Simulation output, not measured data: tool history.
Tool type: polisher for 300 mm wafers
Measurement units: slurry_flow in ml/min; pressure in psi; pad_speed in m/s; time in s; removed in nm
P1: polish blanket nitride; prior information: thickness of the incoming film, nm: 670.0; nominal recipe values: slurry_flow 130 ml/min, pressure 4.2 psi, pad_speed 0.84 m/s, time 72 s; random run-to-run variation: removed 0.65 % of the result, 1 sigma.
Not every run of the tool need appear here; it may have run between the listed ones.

| run | hour | slurry_flow | pressure | pad_speed | time | wafers polished on this pad | hours since the slurry nozzle was cleaned | hours since the head pressure was calibrated | removed |
|---|---|---|---|---|---|---|---|---|---|
| 1 | 8.6 | 130 | 4.2 | 0.84 | 72 | 465 | 357.9 | 535.5 | 145.430 |
| 2 | 21.6 | 130 | 4.2 | 0.84 | 72 | 561 | 370.9 | 548.5 | 145.670 |
| 3 | 32.8 | 130 | 4.2 | 0.84 | 43 | 643 | 382.1 | 559.7 | 87.906 |
| 4 | 46.0 | 130 | 5.9 | 0.84 | 72 | 740 | 395.3 | 572.9 | 202.440 |
| 5 | 53.7 | 130 | 4.2 | 0.38 | 72 | 797 | 403.0 | 580.6 | 77.635 |
| 6 | 66.0 | 130 | 4.2 | 0.84 | 107 | 888 | 415.3 | 592.9 | 215.890 |
| 7 | 78.9 | 130 | 1.9 | 0.84 | 72 | 983 | 428.2 | 605.8 | 65.737 |
| 8 | 93.5 | 130 | 4.2 | 0.84 | 72 | 1090 | 442.8 | 620.4 | 146.380 |
| 9 | 109.6 | 130 | 4.2 | 0.84 | 72 | 1209 | 458.9 | 636.5 | 143.670 |
| 10 | 123.4 | 130 | 4.2 | 1.10 | 97 | 1311 | 472.7 | 650.3 | 243.180 |
| 11 | 132.3 | 90 | 4.2 | 0.84 | 72 | 1376 | 481.6 | 659.2 | 133.270 |
| 12 | 147.2 | 195 | 4.2 | 0.84 | 45 | 1486 | 496.5 | 674.1 | 97.356 |
| 13 | 161.2 | 130 | 6.5 | 0.84 | 109 | 1589 | 510.5 | 688.1 | 339.390 |
| 14 | 174.2 | 130 | 4.2 | 1.14 | 72 | 1685 | 523.5 | 701.1 | 185.650 |
| 15 | 181.8 | 130 | 4.2 | 0.84 | 72 | 1741 | 531.1 | 708.7 | 144.910 |
| 16 | 194.3 | 130 | 4.2 | 0.84 | 72 | 1833 | 543.6 | 721.2 | 144.020 |
| 17 | 208.4 | 180 | 4.2 | 0.84 | 72 | 1937 | 557.7 | 735.3 | 153.490 |
| 18 | 222.4 | 130 | 4.2 | 0.84 | 72 | 2040 | 571.7 | 749.3 | 144.210 |
| 19 | 236.2 | 130 | 4.2 | 0.84 | 72 | 2142 | 585.5 | 763.1 | 140.840 |
| 20 | 250.7 | 130 | 4.2 | 0.84 | 72 | 2249 | 600.0 | 777.6 | 137.550 |
| 21 | 265.0 | 130 | 4.2 | 0.84 | 72 | 2354 | 614.3 | 791.9 | 133.540 |
| 22 | 278.8 | 130 | 4.2 | 0.84 | 72 | 2456 | 628.1 | 805.7 | 133.040 |
| 23 | 287.1 | 130 | 4.2 | 0.84 | 72 | 2517 | 636.4 | 814.0 | 134.030 |

Predict the results of run 24:
| 24 | 302.0 | 130 | 4.2 | 0.84 | 72 | 2627 | 651.3 | 828.9 | ? |

Run 24 produced removed 133.070 nm.

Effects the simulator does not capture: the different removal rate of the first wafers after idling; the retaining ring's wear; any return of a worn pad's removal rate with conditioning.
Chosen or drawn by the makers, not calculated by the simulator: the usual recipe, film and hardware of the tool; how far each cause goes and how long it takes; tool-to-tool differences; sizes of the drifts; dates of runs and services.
